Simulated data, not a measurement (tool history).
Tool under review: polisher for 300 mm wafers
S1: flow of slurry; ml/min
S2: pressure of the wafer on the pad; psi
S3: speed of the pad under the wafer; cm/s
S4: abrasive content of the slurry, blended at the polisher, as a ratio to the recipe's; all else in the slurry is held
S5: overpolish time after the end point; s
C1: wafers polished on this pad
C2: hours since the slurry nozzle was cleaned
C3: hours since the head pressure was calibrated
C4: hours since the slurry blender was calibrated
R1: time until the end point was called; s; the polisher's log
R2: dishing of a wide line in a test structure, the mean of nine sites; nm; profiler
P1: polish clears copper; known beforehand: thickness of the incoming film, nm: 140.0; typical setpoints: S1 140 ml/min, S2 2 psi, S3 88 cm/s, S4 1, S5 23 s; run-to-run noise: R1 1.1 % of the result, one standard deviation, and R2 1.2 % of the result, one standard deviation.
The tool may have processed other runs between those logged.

run   hour   S1   S2   S3    S4  S5    C1     C2     C3     C4      R1      R2
  1   11.8  140    2   88     1  23   844  152.1  844.7     87  63.946  33.077
  2   26.7  140    2   42     1  23   996    167  859.6  101.9  137.94  17.177
  3   37.7   85  2.7   88     1  23  1108    178  870.6  112.9  54.215  39.542
  4   45.2  140    2   88     1  23  1184  185.5  878.1  120.4   65.87  32.797
  5   61.3  140    2   88     1  23  1349  201.6  894.2  136.5  65.838  33.231
  6   72.1  140    2   88     1  45  1459  212.4    905  147.3  66.588  56.552
  7   86.6  140    2   88  0.55  23  1607  226.9  919.5  161.8  74.173  30.301
  8  101.6  140    2  112     1  23  1759  241.9  934.5  176.8  51.432  40.626
  9  111.7  140    2   88     1  23  1862    252  944.6  186.9   64.44  33.147
 10  121.4  140    2   48     1   7  1961  261.7  954.3  196.6  118.38  6.0801
 11  134.9   95    2   88     1  23  2099  275.2  967.8  210.1  72.423  30.949
 12  150.7  140    2   88   1.4  23  2260    291  983.6  225.9  59.361  35.092
     152.2  -- head pressure recalibrated
 13    161  140    2   88     1   7  2365  301.3    8.8  236.2  65.615  11.322
 14  169.8  205    2   88     1  23  2455  310.1   17.6    245  61.304  34.239
 15  179.7  140    2   88     1  23  2556    320   27.5  254.9  65.969  32.584
 16  190.2  140    1   88     1  23  2663  330.5     38  265.4  129.43  17.399
 17    200  140  3.1   88     1  23  2763  340.3   47.8  275.2  41.951  49.393
 18  212.2  210    2   88  1.25  23  2887  352.5     60  287.4  58.402  36.741
 19  225.8  140    2   88     1  23  3026  366.1   73.6    301  66.033      33
 20  236.8  140    2   88     1  23  3138  377.1   84.6    312   68.11  31.872
 21  248.2  140    2   88     1  23  3254  388.5     96  323.4   67.83  30.899
 22  259.7  140    2   88     1  23  3372    400  107.5  334.9  70.003  31.865
 23  271.7  140    2   88     1  23  3494    412  119.5  346.9  71.416  30.726
 24  287.8  140    2   88     1  23  3658  428.1  135.6    363  72.813  30.796
 25  299.8  140    2   88     1  23  3781  440.1  147.6    375  72.065  30.373
     302.4  -- slurry blender recalibrated
 26  313.3  140    2   88     1  23  3918  453.6  161.1   10.9  72.836  30.683
     317.1  -- head pressure recalibrated
 27  321.5  140    2   88     1  23  4002  461.8    4.5   19.1   71.93  30.698
 28  337.7  140    2   88     1  23  4167    478   20.7   35.3  71.701  30.205
 29  351.6  140    2   88     1  23  4309  491.9   34.6   49.2  73.624  30.168

Something has made what P1 gives creep away from where it was; the 2 causes below, each at its own stated size, fit the log equally well:
A: removal rate lost through wear of the pad, % = 10.5
B: slurry flow missing at the pad, % = 38.3
The gradual shift began around hour 225.8.
Other possible causes, and why each is ruled out:
head's pressure below its setpoint, %: maintenance at hour 317.1, after the shift began, did not return the process to its former output
abrasive missing from the slurry, %: maintenance at hour 302.4, after the shift began, did not return the process to its former output

Which of the check runs below tells the causes apart, meaning the causes would give it clearly different results? Each run uses 5 wafers whose results are averaged, and each result is shown as a question mark.
check 1  365.5  140    2  88   0.7  35                   ?   ?
check 2  365.5  140  1.4  88  0.55  23                   ?   ?
check 3  365.5  100  2.7  88     1  23                   ?   ?
check 4  365.5  140    2  88     1  45                   ?   ?

What every check run would give for each of its results, assuming each possible cause in turn:
  check  result    if A    if B
check 1      R1  78.506  78.553
check 1      R2  40.439  40.419
check 2      R1  117.75  117.82
check 2      R2  19.358  19.348
check 3      R1  58.021  60.301
check 3      R2  37.317  36.101
check 4      R1  72.849  72.893
check 4      R2  52.363  52.339
Per-check spread between the two closest causes, in the result where they differ most: check 1 0.06 %; check 2 0.06 %; check 3 3.85 %; check 4 0.06 %
Only check 3 tells the causes apart: in the others they would give nearly the same result.

The results of check 3 are: R1 57.922 s; R2 37.409 nm. Based on these, which of the listed causes is it?

A is the cause: removal rate lost through wear of the pad, %.

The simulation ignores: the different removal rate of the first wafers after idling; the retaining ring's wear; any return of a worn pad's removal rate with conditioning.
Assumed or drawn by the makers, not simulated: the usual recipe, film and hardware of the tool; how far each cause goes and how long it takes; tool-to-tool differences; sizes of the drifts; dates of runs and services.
